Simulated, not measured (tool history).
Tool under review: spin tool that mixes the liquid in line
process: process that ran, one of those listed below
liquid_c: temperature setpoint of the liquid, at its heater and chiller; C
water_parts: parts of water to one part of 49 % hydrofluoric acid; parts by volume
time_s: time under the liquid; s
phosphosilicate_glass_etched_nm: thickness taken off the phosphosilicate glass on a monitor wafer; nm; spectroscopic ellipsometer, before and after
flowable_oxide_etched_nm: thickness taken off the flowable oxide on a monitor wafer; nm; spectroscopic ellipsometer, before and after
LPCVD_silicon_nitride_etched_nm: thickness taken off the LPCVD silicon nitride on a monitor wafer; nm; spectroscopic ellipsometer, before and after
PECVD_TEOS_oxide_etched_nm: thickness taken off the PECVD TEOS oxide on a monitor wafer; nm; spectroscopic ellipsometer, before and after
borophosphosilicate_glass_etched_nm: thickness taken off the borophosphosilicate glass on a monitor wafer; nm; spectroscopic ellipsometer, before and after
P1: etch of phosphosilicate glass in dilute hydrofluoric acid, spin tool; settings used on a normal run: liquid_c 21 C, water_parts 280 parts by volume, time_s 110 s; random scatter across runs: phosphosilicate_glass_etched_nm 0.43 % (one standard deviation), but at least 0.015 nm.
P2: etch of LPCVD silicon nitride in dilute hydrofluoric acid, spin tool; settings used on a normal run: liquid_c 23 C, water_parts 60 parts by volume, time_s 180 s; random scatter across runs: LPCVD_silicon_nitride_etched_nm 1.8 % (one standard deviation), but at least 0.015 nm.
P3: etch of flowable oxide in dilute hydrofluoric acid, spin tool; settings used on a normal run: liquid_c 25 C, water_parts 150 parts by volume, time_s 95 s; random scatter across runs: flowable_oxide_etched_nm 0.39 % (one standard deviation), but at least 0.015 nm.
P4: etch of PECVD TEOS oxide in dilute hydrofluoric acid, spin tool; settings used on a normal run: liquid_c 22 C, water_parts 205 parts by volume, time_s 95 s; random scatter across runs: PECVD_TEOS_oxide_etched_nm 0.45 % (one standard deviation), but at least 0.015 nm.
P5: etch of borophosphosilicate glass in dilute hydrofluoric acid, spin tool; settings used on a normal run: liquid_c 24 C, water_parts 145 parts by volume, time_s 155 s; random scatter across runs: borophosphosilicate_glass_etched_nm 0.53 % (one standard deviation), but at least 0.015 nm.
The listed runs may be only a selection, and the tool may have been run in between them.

run	hour	process	liquid_c	water_parts	time_s	hours since the thermometer was replaced	hours since the hydrofluoric acid flow meter was replaced	phosphosilicate_glass_etched_nm	flowable_oxide_etched_nm	LPCVD_silicon_nitride_etched_nm	PECVD_TEOS_oxide_etched_nm	borophosphosilicate_glass_etched_nm
1	12	P1	21	280	110	246	830.6	17.532				
2	22.2	P3	25	150	15	256.2	840.8		3.7601			
3	27.5	P3	17.5	150	95	261.5	846.1		17.797			
4	39.4	P2	23	60	180	273.4	858			1.36		
5	50.6	P2	23	90	180	284.6	869.2			0.92654		
6	56	P4	22	205	95	290	874.6				6.1499	
7	65.9	P2	23	60	180	299.9	884.5			1.3302		
8	75	P1	27.5	280	110	309	893.6	22.096				
9	84	P5	24	145	285	318	902.6					80.741
10	90.6	P1	21	280	110	324.6	909.2	17.665				
11	100.6	P1	24.5	120	110	334.6	919.2	55.421				
12	106.5	P5	24	60	155	340.5	925.1					118.83
13	117	P4	22	205	95	351	935.6				6.1861	
14	128.5	P1	21	460	110	362.5	947.1	9.185				
15	137.1	P1	21	110	110	371.1	955.7	53.155				
16	146.8	P4	22	205	150	380.8	965.4				9.6684	
17	154.8	P1	21	280	45	388.8	973.4	7.1961				
18	163.9	P3	25	225	95	397.9	982.5		14.574			
19	175.5	P1	21	280	110	409.5	994.1	17.503				
20	184.9	P2	17	60	180	418.9	1003.5			0.90302		
21	194.1	P1	21	280	165	428.1	1012.7	26.371				
22	202.3	P3	25	150	95	436.3	1020.9		23.758			
23	209.9	P1	28	145	110	443.9	1028.5	50.607				
24	216.5	P1	21	425	205	450.5	1035.1	18.904				
25	222	P2	23	60	360	456	1040.6			2.7235		
26	233.8	P5	24	145	155	467.8	1052.4					44.219
27	239.5	P4	22	365	95	473.5	1058.1				2.9756	
28	251	P4	28	205	95	485	1069.6				7.6204	
29	257.6	P1	21	280	110	491.6	1076.2	17.466				
30	266.4	P5	31.5	145	155	500.4	1085					57.705
31	278	P1	17	280	110	512	1096.6	15.068				
32	286.2	P3	25	150	95	520.2	1104.8		23.749			
33	298.1	P1	21	280	110	532.1	1116.7	17.52				

Run 34 comes next. What will it give?
34	303.4	P1	21	280	110	537.4	1122	?				

{"run 34": {"phosphosilicate_glass_etched_nm": 18.132}}
